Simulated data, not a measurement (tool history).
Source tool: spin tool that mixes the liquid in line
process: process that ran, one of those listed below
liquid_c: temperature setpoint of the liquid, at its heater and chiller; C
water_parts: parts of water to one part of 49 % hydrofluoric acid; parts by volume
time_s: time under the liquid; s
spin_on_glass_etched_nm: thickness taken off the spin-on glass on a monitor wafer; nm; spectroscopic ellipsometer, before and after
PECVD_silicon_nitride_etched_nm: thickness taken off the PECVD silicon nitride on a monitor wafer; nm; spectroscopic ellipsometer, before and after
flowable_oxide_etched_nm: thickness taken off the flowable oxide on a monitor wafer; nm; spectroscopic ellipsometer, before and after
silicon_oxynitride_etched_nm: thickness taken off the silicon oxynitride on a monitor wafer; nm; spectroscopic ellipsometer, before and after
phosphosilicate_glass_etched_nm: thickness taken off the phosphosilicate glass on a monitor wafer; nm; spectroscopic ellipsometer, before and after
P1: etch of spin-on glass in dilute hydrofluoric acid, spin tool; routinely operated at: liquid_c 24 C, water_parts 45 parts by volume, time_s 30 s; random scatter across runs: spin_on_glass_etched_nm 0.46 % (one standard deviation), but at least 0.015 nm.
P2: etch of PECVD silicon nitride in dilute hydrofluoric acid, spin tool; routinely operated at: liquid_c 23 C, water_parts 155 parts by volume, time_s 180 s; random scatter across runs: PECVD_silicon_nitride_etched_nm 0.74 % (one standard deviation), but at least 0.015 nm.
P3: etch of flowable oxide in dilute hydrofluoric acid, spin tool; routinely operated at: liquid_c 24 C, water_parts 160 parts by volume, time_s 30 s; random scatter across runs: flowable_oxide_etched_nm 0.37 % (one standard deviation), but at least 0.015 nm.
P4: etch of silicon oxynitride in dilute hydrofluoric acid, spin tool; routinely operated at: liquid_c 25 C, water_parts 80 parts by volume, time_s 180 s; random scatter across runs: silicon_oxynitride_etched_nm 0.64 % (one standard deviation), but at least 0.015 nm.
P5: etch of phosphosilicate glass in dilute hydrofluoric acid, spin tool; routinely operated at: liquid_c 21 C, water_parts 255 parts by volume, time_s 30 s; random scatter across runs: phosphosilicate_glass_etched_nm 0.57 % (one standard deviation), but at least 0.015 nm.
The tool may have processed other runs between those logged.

run,day,process,liquid_c,water_parts,time_s,hours since the thermometer was replaced,hours since the hydrofluoric acid flow meter was replaced,spin_on_glass_etched_nm,PECVD_silicon_nitride_etched_nm,flowable_oxide_etched_nm,silicon_oxynitride_etched_nm,phosphosilicate_glass_etched_nm
1,0.217,P1,24,45,30,1697.6,1314.4,24.486,,,,
2,0.496,P1,29,45,30,1704.3,1321.1,30.025,,,,
3,0.717,P1,24,45,30,1709.6,1326.4,24.667,,,,
4,1.033,P2,23,155,50,1717.2,1334,,0.971,,,
5,1.204,P3,19.5,160,30,1721.3,1338.1,,,6.2116,,
6,1.475,P2,23,155,180,1727.8,1344.6,,3.4739,,,
7,1.675,P1,24,45,15,1732.6,1349.4,12.367,,,,
8,1.912,P4,18,80,180,1738.3,1355.1,,,,3.0905,
9,2.192,P1,24,65,30,1745,1361.8,16.518,,,,
10,2.354,P5,21,255,15,1748.9,1365.7,,,,,3.4049
11,2.596,P5,21,255,30,1754.7,1371.5,,,,,6.6986
12,2.883,P2,23,155,180,1761.6,1378.4,,3.5275,,,
13,3.083,P3,24,55,30,1766.4,1383.2,,,24.513,,
14,3.333,P3,24,160,65,1772.4,1389.2,,,16.014,,
15,3.517,P4,25,80,180,1776.8,1393.6,,,,4.3047,
16,3.821,P4,25,80,25,1784.1,1400.9,,,,0.6141,
17,4.162,P1,24,45,60,1792.3,1409.1,49.155,,,,
18,4.371,P4,25,125,180,1797.3,1414.1,,,,2.6499,
# day 4.583: hydrofluoric acid flow meter replaced
19,4.708,P2,23,90,180,1805.4,3,,5.9207,,,
20,4.904,P1,24,45,30,1810.1,7.7,24.393,,,,
21,5.175,P5,21,255,30,1816.6,14.2,,,,,6.7755
22,5.425,P1,19.5,45,15,1822.6,20.2,10.095,,,,
23,5.662,P1,28,45,50,1828.3,25.9,48.149,,,,
24,5.992,P3,24,160,30,1836.2,33.8,,,7.3983,,
25,6.35,P1,24,45,30,1844.8,42.4,24.425,,,,
26,6.638,P4,25,80,180,1851.7,49.3,,,,4.3802,
27,6.996,P2,28.5,155,180,1860.3,57.9,,4.9814,,,
28,7.158,P1,24,45,30,1864.2,61.8,24.636,,,,
29,7.475,P1,24,25,30,1871.8,69.4,45.397,,,,
30,7.717,P3,24,160,30,1877.6,75.2,,,7.3857,,
31,7.992,P1,19,45,30,1884.2,81.8,19.823,,,,
32,8.204,P5,21,40,30,1889.3,86.9,,,,,53.909
33,8.408,P5,26.5,255,30,1894.2,91.8,,,,,8.1915
34,8.712,P1,24,45,30,1901.5,99.1,24.535,,,,
35,8.912,P1,24,45,30,1906.3,103.9,25.045,,,,
36,9.129,P1,24,45,30,1911.5,109.1,25.701,,,,
37,9.458,P1,24,45,30,1919.4,117,25.98,,,,
38,9.717,P1,24,45,30,1925.6,123.2,26.54,,,,
39,10.075,P1,24,45,30,1934.2,131.8,26.759,,,,
40,10.267,P1,24,45,30,1938.8,136.4,26.874,,,,
41,10.6,P1,24,45,30,1946.8,144.4,26.78,,,,
42,10.867,P1,24,45,30,1953.2,150.8,26.782,,,,
43,11.188,P1,24,45,30,1960.9,158.5,26.919,,,,

P1 no longer gives what it gave before; its output has crept away from where it was. The following 2 causes, each at its listed size, fit the log equally well:
A: hydrofluoric acid flow above the setpoint (%) = 9.26
B: liquid hotter than its thermometer reads (K) = 2.29
The onset of the drift is placed at about day 8.712.

Of the 4 check runs below, each run on 2 wafers with the results averaged and each result still a question mark, which one would tell the listed causes apart?
check 1,11.508,P2,28,155,115,,,,?,,,
check 2,11.508,P4,25,80,45,,,,,,?,
check 3,11.508,P5,21,80,30,,,,,,,?
check 4,11.508,P3,24,65,60,,,,,?,,

If the cause were each of the candidates in turn, the checks would give the following:
check,result,if A,if B
check 1,PECVD_silicon_nitride_etched_nm,3.3695,3.5486
check 2,silicon_oxynitride_etched_nm,1.1956,1.2114
check 3,phosphosilicate_glass_etched_nm,28.374,28.289
check 4,flowable_oxide_etched_nm,44.988,44.831
Separation of the two closest causes in each check, using whichever result separates them best: check 1 5.18 %; check 2 1.31 %; check 3 0.3 %; check 4 0.35 %
Check 1 tells the causes apart: in the others they would give nearly the same result.

Check 1 was carried out, with these results: PECVD_silicon_nitride_etched_nm 3.5374 nm. Which of the listed causes is responsible?

It is B: liquid hotter than its thermometer reads (K).
